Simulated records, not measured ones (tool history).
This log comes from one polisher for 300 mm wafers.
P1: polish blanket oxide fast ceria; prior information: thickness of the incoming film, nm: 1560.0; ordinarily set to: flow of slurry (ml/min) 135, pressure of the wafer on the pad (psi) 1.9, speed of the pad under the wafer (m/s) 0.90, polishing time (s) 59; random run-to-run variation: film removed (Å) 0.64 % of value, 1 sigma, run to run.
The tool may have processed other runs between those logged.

run	hour	flow of slurry (ml/min)	pressure of the wafer on the pad (psi)	speed of the pad under the wafer (m/s)	polishing time (s)	wafers polished on this pad	hours since the slurry nozzle was cleaned	hours since the head pressure was calibrated	film removed (Å)
1	14.4	135	1.9	0.90	59	394	316.8	689.5	5832.8
2	27.2	135	1.9	1.16	59	486	329.6	702.3	7657.5
3	40.6	135	1.9	0.90	30	582	343.0	715.7	2987.1
4	50.4	135	2.4	0.90	59	653	352.8	725.5	7506.4
# hour 53.0: head pressure recalibrated
5	63.1	135	1.9	0.90	76	744	365.5	10.1	7547.1
6	70.8	80	1.9	0.44	59	800	373.2	17.8	2514.0
7	85.9	135	1.9	0.90	59	908	388.3	32.9	5910.0
8	98.3	165	1.9	0.90	59	997	400.7	45.3	6057.2
9	110.0	135	1.9	0.90	59	1082	412.4	57.0	5972.3
10	126.6	135	1.9	0.90	59	1201	429.0	73.6	5853.9
11	141.6	135	0.9	0.90	59	1309	444.0	88.6	2782.5
12	152.4	135	1.9	0.90	59	1387	454.8	99.4	5892.5
13	163.9	135	1.9	0.90	59	1469	466.3	110.9	5933.4
14	171.6	135	1.9	0.40	59	1525	474.0	118.6	2653.8
15	185.6	90	1.9	0.90	59	1625	488.0	132.6	5397.9
16	194.6	135	1.9	0.90	59	1690	497.0	141.6	5887.2
17	211.6	135	1.9	0.90	59	1813	514.0	158.6	5671.9
18	227.8	135	1.9	0.90	59	1929	530.2	174.8	5506.9

Run 19 comes next. What will it give?
19	236.4	135	1.9	0.90	59	1991	538.8	183.4	?

film removed (Å): 5488.2

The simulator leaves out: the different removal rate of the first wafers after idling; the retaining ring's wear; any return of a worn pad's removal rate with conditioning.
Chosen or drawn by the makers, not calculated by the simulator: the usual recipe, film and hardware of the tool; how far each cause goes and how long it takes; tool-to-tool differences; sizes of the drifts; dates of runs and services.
